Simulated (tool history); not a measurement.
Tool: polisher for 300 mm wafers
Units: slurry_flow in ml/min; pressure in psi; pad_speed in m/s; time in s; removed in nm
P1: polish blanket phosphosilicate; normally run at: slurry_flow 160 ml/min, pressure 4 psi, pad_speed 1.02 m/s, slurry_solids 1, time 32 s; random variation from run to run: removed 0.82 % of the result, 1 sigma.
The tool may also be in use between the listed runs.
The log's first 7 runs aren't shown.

run	hour	slurry_flow	pressure	pad_speed	slurry_solids	time	wafers polished on this pad	hours since the slurry nozzle was cleaned	hours since the head pressure was calibrated	hours since the slurry blender was calibrated	hours since the conditioning disc was replaced	removed
8	66.4	160	4	1.02	1	32	1184	318.7	400.2	119.3	201.8	301.16
9	74.1	160	4	1.48	1	32	1284	326.4	407.9	127	209.5	400.9
10	79.8	160	4	0.68	1	32	1358	332.1	413.6	132.7	215.2	218.95
11	87	160	4	1.02	1	23	1452	339.3	420.8	139.9	222.4	214.02
12	94.6	160	4	1.02	1.35	32	1552	346.9	428.4	147.5	230	340.58
13	100.1	160	4	1.02	0.6	32	1623	352.4	433.9	153	235.5	230.36
14	111.8	160	4	1.02	1	32	1776	364.1	445.6	164.7	247.2	301.1
15	121.4	160	4	1.02	1	32	1901	373.7	455.2	174.3	256.8	303.7
16	127.2	160	4	1.02	1	47	1977	379.5	461	180.1	262.6	443.93
17	138.9	160	5.1	1.02	1	32	2130	391.2	472.7	191.8	274.3	383.07
18	148.6	215	4	1.02	1	32	2256	400.9	482.4	201.5	284	310.2
19	157.2	160	2.2	1.02	0.75	32	2368	409.5	491	210.1	292.6	143.28
20	162.3	160	4	1.02	1	32	2435	414.6	496.1	215.2	297.7	299.92
21	173.6	160	4	1.02	1	32	2582	425.9	507.4	226.5	309	298.81

The next listed run, before its measurement:
22	184.8	160	4	1.02	1	32	2729	437.1	518.6	237.7	320.2	?

Run 22 gave removed 283.81 nm.
